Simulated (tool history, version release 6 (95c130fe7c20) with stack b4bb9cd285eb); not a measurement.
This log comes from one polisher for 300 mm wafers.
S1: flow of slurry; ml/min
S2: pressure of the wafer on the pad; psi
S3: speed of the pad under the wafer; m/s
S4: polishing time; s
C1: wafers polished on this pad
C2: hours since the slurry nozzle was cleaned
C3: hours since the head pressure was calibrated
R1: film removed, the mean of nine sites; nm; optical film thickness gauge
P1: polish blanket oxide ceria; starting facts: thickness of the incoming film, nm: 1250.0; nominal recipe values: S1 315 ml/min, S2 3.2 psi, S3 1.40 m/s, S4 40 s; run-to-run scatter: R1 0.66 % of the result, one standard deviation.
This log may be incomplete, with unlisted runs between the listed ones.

run    day   S1   S2    S3  S4    C1     C2     C3      R1
  1  0.167  315  3.2  1.40  40   336  116.7  493.0  281.83
  2  0.312  315  3.2  1.40  62   363  120.2  496.5  439.00
  3  0.550  315  3.2  1.40  40   407  125.9  502.2  285.55
  4  0.783  315  3.2  2.14  40   450  131.5  507.8  431.98
  5  1.029  315  1.4  1.40  40   495  137.4  513.7  123.78
  6  1.175  315  3.2  1.40  19   522  140.9  517.2  133.65
  7  1.408  315  4.8  1.40  40   566  146.5  522.8  431.33
  8  1.617  315  3.2  0.72  40   604  151.5  527.8  147.75
  9  1.842  315  3.2  1.40  40   646  156.9  533.2  281.63
 10  2.021  315  3.2  1.40  40   679  161.2  537.5  284.63
 11  2.258  440  3.2  1.40  40   723  166.9  543.2  292.63
     2.358  -- slurry nozzle cleaned
 12  2.492  315  3.2  1.40  40   766    3.2  548.8  280.53
 13  2.712  190  3.2  1.40  40   807    8.5  554.1  269.22
 14  2.917  315  3.2  1.40  40   845   13.4  559.0  284.96
 15  3.142  475  3.2  1.40  51   887   18.8  564.4  376.37
 16  3.338  485  3.2  0.68  40   923   23.5  569.1  142.40
 17  3.496  315  3.2  1.40  40   952   27.3  572.9  283.42
 18  3.679  315  3.2  1.40  40   986   31.7  577.3  279.22
 19  3.929  315  3.2  1.40  40  1033   37.7  583.3  279.90
 20  4.179  315  3.2  1.40  40  1079   43.7  589.3  277.87
 21  4.362  315  3.2  1.40  40  1113   48.1  593.7  279.61
     4.508  -- worn pad replaced by a new one
 22  4.550  315  3.2  1.40  40     7   52.6  598.2  272.86
 23  4.792  315  3.2  1.40  40    52   58.4  604.0  272.42
 24  5.029  315  3.2  1.40  40    96   64.1  609.7  273.34

The log shows P1 creeping away from where it was. Any of the 2 causes listed here, at the size stated for it, fits the log just as well as the others:
A: head's pressure below its setpoint, % = 3.81
B: slurry flow missing at the pad, % = 31.5
The gradual shift began around day 3.496.
The rest of the possible causes, and what rules out each one:
removal rate lost through wear of the pad, %: serviced at day 4.508, which brought nothing back

You are offered 4 check runs, listed below with question marks in place of their results; each one averages 5 wafers. Which run separates the listed causes by giving clearly different results for each?
check 1  5.267  315  3.2  1.96  40               ?
check 2  5.267  190  4.1  1.40  40               ?
check 3  5.267  315  1.5  1.40  40               ?
check 4  5.267  315  1.6  0.74  40               ?

How each check would come out, cause by cause:
  check  result     if A     if B
check 1      R1  382.650  382.640
check 2      R1  331.320  323.570
check 3      R1  128.120  128.120
check 4      R1   72.235   72.234
How far apart the two closest causes lie, in the result that separates them most: check 1 0 %; check 2 2.37 %; check 3 0 %; check 4 0 %
Only check 2 tells the causes apart: in the others they would give nearly the same result.

Here is what check 2 returned: R1 331.470 nm. Which cause is it?

Of the candidate causes, it is A: head's pressure below its setpoint, %.
